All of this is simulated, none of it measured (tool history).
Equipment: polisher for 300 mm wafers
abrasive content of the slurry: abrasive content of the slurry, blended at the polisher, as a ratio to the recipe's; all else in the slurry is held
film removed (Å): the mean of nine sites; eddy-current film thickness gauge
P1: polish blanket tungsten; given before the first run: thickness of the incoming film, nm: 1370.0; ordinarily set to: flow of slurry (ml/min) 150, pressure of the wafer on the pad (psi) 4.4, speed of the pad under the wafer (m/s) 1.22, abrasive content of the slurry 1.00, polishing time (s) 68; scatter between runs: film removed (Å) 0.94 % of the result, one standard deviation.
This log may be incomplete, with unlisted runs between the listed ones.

| run | hour | flow of slurry (ml/min) | pressure of the wafer on the pad (psi) | speed of the pad under the wafer (m/s) | abrasive content of the slurry | polishing time (s) | wafers polished on this pad | hours since the slurry nozzle was cleaned | hours since the head pressure was calibrated | hours since the slurry blender was calibrated | hours since the slurry got fresh peroxide | film removed (Å) |
|---|---|---|---|---|---|---|---|---|---|---|---|---|
| 1 | 8.4 | 150 | 4.4 | 1.22 | 1.00 | 68 | 362 | 138.8 | 362.5 | 201.8 | 23.7 | 4227.2 |
| 2 | 14.3 | 150 | 4.4 | 1.22 | 1.00 | 35 | 450 | 144.7 | 368.4 | 207.7 | 29.6 | 2189.5 |
| 3 | 24.3 | 150 | 4.4 | 1.22 | 1.00 | 103 | 601 | 154.7 | 378.4 | 217.7 | 39.6 | 6394.6 |
| 4 | 31.6 | 150 | 4.4 | 1.70 | 1.00 | 68 | 711 | 162.0 | 385.7 | 225.0 | 46.9 | 5851.9 |
| 5 | 41.8 | 150 | 4.4 | 1.22 | 1.00 | 68 | 864 | 172.2 | 395.9 | 235.2 | 57.1 | 4137.1 |
| 6 | 50.7 | 150 | 4.4 | 1.22 | 1.00 | 68 | 998 | 181.1 | 404.8 | 244.1 | 66.0 | 4200.4 |
| 7 | 59.1 | 150 | 4.4 | 1.22 | 1.50 | 68 | 1125 | 189.5 | 413.2 | 252.5 | 74.4 | 4639.6 |
| 8 | 69.4 | 150 | 2.6 | 1.22 | 1.00 | 68 | 1280 | 199.8 | 423.5 | 262.8 | 84.7 | 2455.8 |
| 9 | 75.3 | 150 | 4.4 | 1.22 | 1.00 | 68 | 1369 | 205.7 | 429.4 | 268.7 | 90.6 | 4232.2 |
|  | 79.7 | slurry blender recalibrated |
| 10 | 81.2 | 150 | 6.6 | 1.22 | 1.00 | 68 | 1458 | 211.6 | 435.3 | 1.5 | 96.5 | 6382.9 |
| 11 | 90.8 | 150 | 4.4 | 1.22 | 1.00 | 68 | 1602 | 221.2 | 444.9 | 11.1 | 106.1 | 4251.9 |
| 12 | 101.1 | 150 | 4.4 | 0.56 | 1.00 | 68 | 1757 | 231.5 | 455.2 | 21.4 | 116.4 | 1970.2 |
| 13 | 108.5 | 150 | 4.4 | 1.22 | 1.00 | 68 | 1869 | 238.9 | 462.6 | 28.8 | 123.8 | 4282.8 |
| 14 | 117.9 | 150 | 4.4 | 1.22 | 0.55 | 68 | 2010 | 248.3 | 472.0 | 38.2 | 133.2 | 3675.4 |
| 15 | 129.9 | 220 | 4.4 | 1.22 | 1.00 | 68 | 2191 | 260.3 | 484.0 | 50.2 | 145.2 | 4405.6 |
|  | 132.1 | worn pad replaced by a new one |
| 16 | 135.8 | 100 | 4.4 | 1.22 | 1.00 | 68 | 56 | 266.2 | 489.9 | 56.1 | 151.1 | 3929.6 |
| 17 | 144.5 | 150 | 4.4 | 1.22 | 0.60 | 92 | 187 | 274.9 | 498.6 | 64.8 | 159.8 | 5126.1 |
| 18 | 151.8 | 150 | 4.4 | 1.22 | 1.00 | 68 | 297 | 282.2 | 505.9 | 72.1 | 167.1 | 4206.3 |
| 19 | 161.9 | 150 | 4.4 | 1.22 | 1.00 | 68 | 449 | 292.3 | 516.0 | 82.2 | 177.2 | 4045.0 |
| 20 | 168.5 | 150 | 4.4 | 1.22 | 1.00 | 68 | 549 | 298.9 | 522.6 | 88.8 | 183.8 | 4036.7 |
| 21 | 180.7 | 150 | 4.4 | 1.22 | 1.00 | 68 | 732 | 311.1 | 534.8 | 101.0 | 196.0 | 3937.0 |
| 22 | 190.1 | 150 | 4.4 | 1.22 | 1.00 | 68 | 874 | 320.5 | 544.2 | 110.4 | 205.4 | 3915.4 |
|  | 194.3 | worn pad replaced by a new one |
|  | 195.1 | head pressure recalibrated |
| 23 | 198.9 | 150 | 4.4 | 1.22 | 1.00 | 68 | 69 | 329.3 | 3.9 | 119.2 | 214.2 | 3840.8 |
|  | 207.6 | slurry blender recalibrated |
| 24 | 211.1 | 150 | 4.4 | 1.22 | 1.00 | 68 | 253 | 341.5 | 16.1 | 3.5 | 226.4 | 3804.1 |
| 25 | 217.6 | 150 | 4.4 | 1.22 | 1.00 | 68 | 351 | 348.0 | 22.6 | 10.0 | 232.9 | 3763.4 |
| 26 | 230.1 | 150 | 4.4 | 1.22 | 1.00 | 68 | 539 | 360.5 | 35.1 | 22.5 | 245.4 | 3857.1 |
| 27 | 238.4 | 150 | 4.4 | 1.22 | 1.00 | 68 | 664 | 368.8 | 43.4 | 30.8 | 253.7 | 3833.9 |
| 28 | 251.0 | 150 | 4.4 | 1.22 | 1.00 | 68 | 854 | 381.4 | 56.0 | 43.4 | 266.3 | 3808.3 |
| 29 | 263.6 | 150 | 4.4 | 1.22 | 1.00 | 68 | 1044 | 394.0 | 68.6 | 56.0 | 278.9 | 3801.0 |

Compared with where it was, what P1 gives has crept away. Each cause listed below fits the log as well as the rest, at the size given for it:
A: peroxide lost from the slurry, % = 23.7
B: slurry flow missing at the pad, % = 38.6
The process output started creeping at around hour 151.8.
Excluded causes, each with its reason:
removal rate lost through wear of the pad, %: serviced after onset, at hour 194.3, with no recovery of the prior output
head's pressure below its setpoint, %: serviced after onset, at hour 195.1, with no recovery of the prior output
abrasive missing from the slurry, %: serviced after onset, at hour 207.6, with no recovery of the prior output

Consider the 4 check runs below, whose results appear as question marks and each of which averages 5 wafers. Which one distinguishes the causes, in that each cause would give it a clearly different result?
| check 1 | 276.2 | 215 | 4.4 | 1.22 | 1.00 | 68 |  |  |  |  |  | ? |
| check 2 | 276.2 | 150 | 4.4 | 1.22 | 1.00 | 103 |  |  |  |  |  | ? |
| check 3 | 276.2 | 150 | 4.4 | 1.70 | 1.50 | 68 |  |  |  |  |  | ? |
| check 4 | 276.2 | 150 | 2.6 | 0.84 | 1.00 | 68 |  |  |  |  |  | ? |

If the cause were each of the candidates in turn, the checks would give the following:
| check | result | if A | if B |
|---|---|---|---|
| check 1 | film removed (Å) | 3995.9 | 4116.3 |
| check 2 | film removed (Å) | 5739.9 | 5739.5 |
| check 3 | film removed (Å) | 5822.6 | 5822.2 |
| check 4 | film removed (Å) | 1541.8 | 1541.7 |
Smallest distance between any two causes, each pair judged by its most separating result, in per cent: check 1 2.97 %; check 2 0.01 %; check 3 0.01 %; check 4 0.01 %
Of the check runs offered, only check 1 discriminates between the causes; the rest would read about the same regardless of which cause applies.

With check 1 done, the readings were: film removed (Å) 3986.5. Identify which of the listed causes applies.

The correct cause is A, namely: peroxide lost from the slurry, %.
